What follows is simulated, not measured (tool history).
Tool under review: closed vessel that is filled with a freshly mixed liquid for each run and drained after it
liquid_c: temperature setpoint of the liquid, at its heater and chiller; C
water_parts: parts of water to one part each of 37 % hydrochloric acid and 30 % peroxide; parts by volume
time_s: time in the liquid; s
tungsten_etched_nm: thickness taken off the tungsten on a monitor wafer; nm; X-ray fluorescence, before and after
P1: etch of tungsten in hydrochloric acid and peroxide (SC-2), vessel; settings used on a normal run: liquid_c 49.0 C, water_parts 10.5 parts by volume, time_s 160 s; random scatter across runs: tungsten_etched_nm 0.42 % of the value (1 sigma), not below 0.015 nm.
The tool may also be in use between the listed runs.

run   hour  liquid_c  water_parts  time_s  hours since the thermometer was replaced  hours since the chemicals flow meter was replaced  hours since the drum of peroxide was connected  tungsten_etched_nm
  1    9.1      49.0         10.5     160                                     186.5                                              250.1                                           772.6              52.951
  2   24.8      49.0         10.5     160                                     202.2                                              265.8                                           788.3              53.084
  3   33.8      49.0         10.5     160                                     211.2                                              274.8                                           797.3              53.079
  4   47.7      49.0         10.5     160                                     225.1                                              288.7                                           811.2              53.029
  5   57.7      49.0         10.5     160                                     235.1                                              298.7                                           821.2              53.109
  6   74.5      64.5         10.5     265                                     251.9                                              315.5                                           838.0             238.230
  7   84.4      49.0         10.5     160                                     261.8                                              325.4                                           847.9              53.042
      90.3  -- chemicals flow meter replaced
  8   92.4      49.0         10.5     315                                     269.8                                                2.1                                           855.9             104.710
  9  108.8      38.0         10.5     310                                     286.2                                               18.5                                           872.3              47.719
 10  125.2      49.0         10.5      35                                     302.6                                               34.9                                           888.7              11.575
 11  134.8      35.0         10.5     160                                     312.2                                               44.5                                           898.3              19.782
 12  143.3      64.5         10.5     160                                     320.7                                               53.0                                           906.8             143.580
 13  152.0      49.0          4.0     160                                     329.4                                               61.7                                           915.5             110.560
 14  164.0      36.0         17.0     160                                     341.4                                               73.7                                           927.5              14.090
 15  173.5      49.0         16.0     160                                     350.9                                               83.2                                           937.0              36.738
 16  185.3      49.0         10.5     160                                     362.7                                               95.0                                           948.8              53.193
 17  201.0      49.0         10.5     160                                     378.4                                              110.7                                           964.5              54.605
 18  218.2      49.0         10.5     160                                     395.6                                              127.9                                           981.7              56.020
 19  226.0      49.0         10.5     160                                     403.4                                              135.7                                           989.5              56.883
 20  235.2      49.0         10.5     160                                     412.6                                              144.9                                           998.7              56.719
 21  243.7      49.0         10.5     160                                     421.1                                              153.4                                          1007.2              56.852
 22  255.3      49.0         10.5     160                                     432.7                                              165.0                                          1018.8              57.199
 23  264.8      49.0         10.5     160                                     442.2                                              174.5                                          1028.3              57.188
 24  279.9      49.0         10.5     160                                     457.3                                              189.6                                          1043.4              57.102
 25  291.2      49.0         10.5     160                                     468.6                                              200.9                                          1054.7              57.745
 26  305.5      49.0         10.5     160                                     482.9                                              215.2                                          1069.0              57.645

Something has made what P1 gives creep away from where it was; the 2 causes below, each at its own stated size, fit the log equally well:
A: chemicals flow above the setpoint (%) = 10.2
B: liquid hotter than its thermometer reads (K) = 1.22
The onset of the drift is placed at about hour 185.3.
The rest of the possible causes, and what rules out each one:
peroxide weaker than its label (%): 8 at the very most, moving tungsten_etched_nm by -7.4 %, which is either too weak or the wrong sign

Which of the 4 check runs listed below, each an average over 2 wafers with its results shown as question marks, gives clearly different results under the different listed causes?
check 1  319.8      49.0         15.0     305                                                                                                                                                                ?
check 2  319.8      42.5         10.5     290                                                                                                                                                                ?
check 3  319.8      63.0         10.5     300                                                                                                                                                                ?
check 4  319.8      41.5          4.0     160                                                                                                                                                                ?

If the cause were each of the candidates in turn, the checks would give the following:
  check              result     if A     if B
check 1  tungsten_etched_nm   80.935   80.641
check 2  tungsten_etched_nm   66.780   67.046
check 3  tungsten_etched_nm  265.210  263.610
check 4  tungsten_etched_nm   70.334   71.886
Per-check spread between the two closest causes, in the result where they differ most: check 1 0.36 %; check 2 0.4 %; check 3 0.6 %; check 4 2.18 %
Of the check runs offered, only check 4 discriminates between the causes; the rest would read about the same regardless of which cause applies.

With check 4 done, the readings were: tungsten_etched_nm 70.263 nm. Identify which of the listed causes applies.

A is the cause: chemicals flow above the setpoint (%).

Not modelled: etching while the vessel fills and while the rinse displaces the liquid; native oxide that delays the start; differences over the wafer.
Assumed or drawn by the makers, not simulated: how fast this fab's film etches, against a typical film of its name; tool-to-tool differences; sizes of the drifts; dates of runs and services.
